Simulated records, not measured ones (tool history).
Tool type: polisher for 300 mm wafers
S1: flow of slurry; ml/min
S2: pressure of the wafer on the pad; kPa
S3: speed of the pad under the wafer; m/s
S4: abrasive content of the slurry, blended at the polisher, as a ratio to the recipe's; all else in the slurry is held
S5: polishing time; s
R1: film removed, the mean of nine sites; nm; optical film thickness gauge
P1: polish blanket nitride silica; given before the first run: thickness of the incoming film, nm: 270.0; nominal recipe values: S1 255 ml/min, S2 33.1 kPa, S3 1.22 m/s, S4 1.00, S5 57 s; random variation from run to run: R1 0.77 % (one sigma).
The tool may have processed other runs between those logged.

{"run": 1, "day": 0.546, "S1": 255, "S2": 33.1, "S3": 1.22, "S4": 1.0, "S5": 57, "R1": 48.076}
{"run": 2, "day": 0.975, "S1": 255, "S2": 33.1, "S3": 1.22, "S4": 1.0, "S5": 57, "R1": 47.391}
{"run": 3, "day": 1.671, "S1": 255, "S2": 33.1, "S3": 1.22, "S4": 1.0, "S5": 57, "R1": 48.136}
{"run": 4, "day": 2.408, "S1": 255, "S2": 33.1, "S3": 1.22, "S4": 1.0, "S5": 57, "R1": 48.136}
{"day": 2.704, "done": "head pressure recalibrated"}
{"run": 5, "day": 3.004, "S1": 255, "S2": 33.1, "S3": 1.22, "S4": 1.0, "S5": 57, "R1": 47.579}
{"day": 3.338, "done": "slurry nozzle cleaned"}
{"run": 6, "day": 3.575, "S1": 255, "S2": 33.1, "S3": 1.22, "S4": 1.0, "S5": 57, "R1": 48.378}
{"run": 7, "day": 4.254, "S1": 255, "S2": 33.1, "S3": 0.68, "S4": 1.0, "S5": 57, "R1": 29.866}
{"run": 8, "day": 4.638, "S1": 350, "S2": 33.1, "S3": 1.22, "S4": 1.0, "S5": 57, "R1": 49.068}
{"run": 9, "day": 5.367, "S1": 255, "S2": 17.9, "S3": 1.22, "S4": 1.0, "S5": 57, "R1": 25.875}
{"run": 10, "day": 6.1, "S1": 255, "S2": 33.1, "S3": 1.22, "S4": 1.0, "S5": 32, "R1": 26.752}
{"day": 6.138, "done": "conditioning disc replaced and pad reconditioned"}
{"run": 11, "day": 6.662, "S1": 255, "S2": 33.1, "S3": 0.84, "S4": 1.0, "S5": 39, "R1": 24.277}
{"run": 12, "day": 7.379, "S1": 255, "S2": 33.1, "S3": 1.22, "S4": 1.0, "S5": 57, "R1": 48.422}
{"run": 13, "day": 8.033, "S1": 255, "S2": 33.1, "S3": 1.22, "S4": 1.0, "S5": 80, "R1": 67.717}
{"run": 14, "day": 8.654, "S1": 255, "S2": 33.1, "S3": 1.68, "S4": 1.0, "S5": 57, "R1": 62.465}
{"run": 15, "day": 9.012, "S1": 255, "S2": 33.1, "S3": 1.22, "S4": 1.25, "S5": 57, "R1": 52.539}
{"run": 16, "day": 9.696, "S1": 255, "S2": 44.1, "S3": 1.22, "S4": 1.0, "S5": 57, "R1": 64.093}
{"run": 17, "day": 10.388, "S1": 155, "S2": 33.1, "S3": 1.22, "S4": 1.0, "S5": 57, "R1": 44.322}
{"run": 18, "day": 10.825, "S1": 255, "S2": 33.1, "S3": 1.22, "S4": 0.55, "S5": 57, "R1": 34.941}
{"run": 19, "day": 11.579, "S1": 255, "S2": 33.1, "S3": 1.22, "S4": 1.0, "S5": 57, "R1": 47.499}
{"run": 20, "day": 12.104, "S1": 255, "S2": 33.1, "S3": 1.22, "S4": 1.0, "S5": 57, "R1": 46.189}
{"run": 21, "day": 12.854, "S1": 255, "S2": 33.1, "S3": 1.22, "S4": 1.0, "S5": 57, "R1": 44.292}
{"run": 22, "day": 13.242, "S1": 255, "S2": 33.1, "S3": 1.22, "S4": 1.0, "S5": 57, "R1": 44.837}
{"run": 23, "day": 13.771, "S1": 255, "S2": 33.1, "S3": 1.22, "S4": 1.0, "S5": 57, "R1": 44.534}
{"run": 24, "day": 14.262, "S1": 255, "S2": 33.1, "S3": 1.22, "S4": 1.0, "S5": 57, "R1": 43.756}
{"day": 14.667, "done": "conditioning disc replaced and pad reconditioned"}
{"run": 25, "day": 14.817, "S1": 255, "S2": 33.1, "S3": 1.22, "S4": 1.0, "S5": 57, "R1": 44.039}
{"day": 14.967, "done": "slurry nozzle cleaned"}
{"day": 15.008, "done": "head pressure recalibrated"}
{"run": 26, "day": 15.225, "S1": 255, "S2": 33.1, "S3": 1.22, "S4": 1.0, "S5": 57, "R1": 43.436}
{"run": 27, "day": 15.688, "S1": 255, "S2": 33.1, "S3": 1.22, "S4": 1.0, "S5": 57, "R1": 43.869}
{"run": 28, "day": 16.075, "S1": 255, "S2": 33.1, "S3": 1.22, "S4": 1.0, "S5": 57, "R1": 43.509}
{"run": 29, "day": 16.625, "S1": 255, "S2": 33.1, "S3": 1.22, "S4": 1.0, "S5": 57, "R1": 43.545}

The log shows P1 creeping away from where it was. Any of the 2 causes listed here, at the size stated for it, fits the log just as well as the others:
A: removal rate lost through wear of the pad, % = 9.37
B: abrasive missing from the slurry, % = 18.5
The creep began at about day 11.579.
What rules out each remaining cause:
slurry flow missing at the pad, %: serviced at day 14.967, which brought nothing back
head's pressure below its setpoint, %: serviced at day 15.008, which brought nothing back
time polished since the conditioner stopped cutting, s: serviced at day 14.667, which brought nothing back

Of the 4 check runs below, each run on 5 wafers with the results averaged and each result still a question mark, which one would tell the listed causes apart?
{"run": "check 1", "day": 17.175, "S1": 155, "S2": 33.1, "S3": 1.22, "S4": 1.0, "S5": 43, "R1": "?"}
{"run": "check 2", "day": 17.175, "S1": 255, "S2": 33.1, "S3": 0.82, "S4": 1.0, "S5": 79, "R1": "?"}
{"run": "check 3", "day": 17.175, "S1": 255, "S2": 22.8, "S3": 1.22, "S4": 1.0, "S5": 57, "R1": "?"}
{"run": "check 4", "day": 17.175, "S1": 255, "S2": 33.1, "S3": 0.78, "S4": 0.55, "S5": 57, "R1": "?"}

Check results expected under each cause:
check=check_1 result=R1 if_A=30.677 if_B=30.683
check=check_2 result=R1 if_A=43.832 if_B=43.840
check=check_3 result=R1 if_A=29.878 if_B=29.883
check=check_4 result=R1 if_A=22.148 if_B=21.498
Per-check spread between the two closest causes, in the result where they differ most: check 1 0.02 %; check 2 0.02 %; check 3 0.02 %; check 4 2.98 %
The other checks would show nearly matching results whichever cause is true, so check 4 is the only one that separates the causes.

Check 4 was then run and gave: R1 22.207 nm. Which cause is it?

A is the cause: removal rate lost through wear of the pad, %.
